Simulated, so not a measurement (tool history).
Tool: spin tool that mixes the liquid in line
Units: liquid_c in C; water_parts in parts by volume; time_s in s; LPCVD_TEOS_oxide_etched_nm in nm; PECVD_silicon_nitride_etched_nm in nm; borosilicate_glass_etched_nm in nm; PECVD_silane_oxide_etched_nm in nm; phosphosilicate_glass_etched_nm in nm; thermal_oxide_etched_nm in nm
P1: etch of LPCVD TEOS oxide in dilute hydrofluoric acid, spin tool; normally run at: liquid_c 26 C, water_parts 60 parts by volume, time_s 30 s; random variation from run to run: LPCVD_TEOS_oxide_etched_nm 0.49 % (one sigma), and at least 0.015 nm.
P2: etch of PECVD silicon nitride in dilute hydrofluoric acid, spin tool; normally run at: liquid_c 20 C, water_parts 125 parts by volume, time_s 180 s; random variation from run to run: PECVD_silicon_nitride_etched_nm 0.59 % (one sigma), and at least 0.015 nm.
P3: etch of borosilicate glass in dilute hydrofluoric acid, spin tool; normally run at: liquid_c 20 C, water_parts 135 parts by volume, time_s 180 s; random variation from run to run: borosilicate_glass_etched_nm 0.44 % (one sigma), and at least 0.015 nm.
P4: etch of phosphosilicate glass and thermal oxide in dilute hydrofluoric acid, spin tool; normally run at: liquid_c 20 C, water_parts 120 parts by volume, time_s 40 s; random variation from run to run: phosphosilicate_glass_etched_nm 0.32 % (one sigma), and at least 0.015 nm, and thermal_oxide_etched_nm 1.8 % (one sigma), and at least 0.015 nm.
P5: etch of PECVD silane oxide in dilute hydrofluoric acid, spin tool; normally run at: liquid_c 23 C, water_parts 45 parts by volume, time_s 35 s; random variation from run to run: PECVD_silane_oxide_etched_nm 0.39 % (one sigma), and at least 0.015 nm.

| run | hour | process | liquid_c | water_parts | time_s | LPCVD_TEOS_oxide_etched_nm | PECVD_silicon_nitride_etched_nm | borosilicate_glass_etched_nm | PECVD_silane_oxide_etched_nm | phosphosilicate_glass_etched_nm | thermal_oxide_etched_nm |
|---|---|---|---|---|---|---|---|---|---|---|---|
| 1 | 9.3 | P1 | 26 | 60 | 30 | 31.762 |  |  |  |  |  |
| 2 | 22.8 | P1 | 26 | 60 | 30 | 31.906 |  |  |  |  |  |
| 3 | 34.5 | P1 | 26 | 60 | 15 | 16.116 |  |  |  |  |  |
| 4 | 43.6 | P2 | 17 | 125 | 180 |  | 3.406 |  |  |  |  |
|  | 53.7 | thermometer replaced |
| 5 | 56.7 | P1 | 26 | 95 | 30 | 19.159 |  |  |  |  |  |
| 6 | 67.9 | P3 | 27 | 135 | 180 |  |  | 44.323 |  |  |  |
| 7 | 79.6 | P1 | 26 | 60 | 30 | 32.016 |  |  |  |  |  |
| 8 | 87.9 | P3 | 20 | 135 | 80 |  |  | 14.856 |  |  |  |
| 9 | 98.4 | P5 | 23 | 45 | 35 |  |  |  | 26.247 |  |  |
| 10 | 111.7 | P1 | 26 | 60 | 50 | 53.224 |  |  |  |  |  |
| 11 | 125.4 | P1 | 30 | 60 | 30 | 37.449 |  |  |  |  |  |
| 12 | 134.9 | P2 | 20 | 125 | 285 |  | 6.6865 |  |  |  |  |
| 13 | 147.2 | P3 | 20 | 200 | 180 |  |  | 21.24 |  |  |  |
| 14 | 159.9 | P1 | 26 | 60 | 30 | 31.915 |  |  |  |  |  |
| 15 | 168 | P4 | 20 | 200 | 40 |  |  |  |  | 20.393 | 0.72541 |
| 16 | 179 | P2 | 20 | 125 | 180 |  | 4.1735 |  |  |  |  |
| 17 | 194.6 | P5 | 23 | 45 | 35 |  |  |  | 26.415 |  |  |
| 18 | 204.6 | P4 | 27 | 120 | 40 |  |  |  |  | 48.999 | 1.7723 |
| 19 | 218.5 | P2 | 20 | 180 | 180 |  | 2.9171 |  |  |  |  |
| 20 | 227.4 | P4 | 20 | 120 | 40 |  |  |  |  | 37.047 | 1.2832 |
| 21 | 236.5 | P1 | 26 | 60 | 30 | 32.383 |  |  |  |  |  |
| 22 | 245.2 | P1 | 26 | 30 | 30 | 66.908 |  |  |  |  |  |
| 23 | 254.5 | P1 | 18 | 60 | 30 | 23.22 |  |  |  |  |  |
| 24 | 263.6 | P2 | 20 | 125 | 180 |  | 4.229 |  |  |  |  |
| 25 | 276.1 | P4 | 20 | 120 | 70 |  |  |  |  | 65.036 | 2.344 |
| 26 | 283.7 | P1 | 26 | 60 | 30 | 32.018 |  |  |  |  |  |
|  | 295.3 | hydrofluoric acid flow meter replaced |
| 27 | 296.2 | P5 | 23 | 20 | 35 |  |  |  | 61.511 |  |  |
| 28 | 308.2 | P1 | 22 | 60 | 15 | 13.466 |  |  |  |  |  |
| 29 | 315.7 | P3 | 20 | 135 | 180 |  |  | 33.653 |  |  |  |
| 30 | 325.3 | P5 | 28 | 45 | 35 |  |  |  | 32.464 |  |  |
| 31 | 338.8 | P5 | 23 | 45 | 60 |  |  |  | 45.466 |  |  |
| 32 | 348.4 | P1 | 26 | 60 | 30 | 32.18 |  |  |  |  |  |
| 33 | 362.7 | P1 | 26 | 60 | 30 | 31.038 |  |  |  |  |  |
| 34 | 371.7 | P1 | 26 | 60 | 30 | 30.714 |  |  |  |  |  |
| 35 | 384.9 | P1 | 26 | 60 | 30 | 30.409 |  |  |  |  |  |
| 36 | 395.2 | P1 | 26 | 60 | 30 | 29.752 |  |  |  |  |  |

Run 37 comes next. What will it give?
| 37 | 410.5 | P1 | 26 | 60 | 30 | ? |  |  |  |  |  |

Run 37 gave LPCVD_TEOS_oxide_etched_nm 29.766 nm.
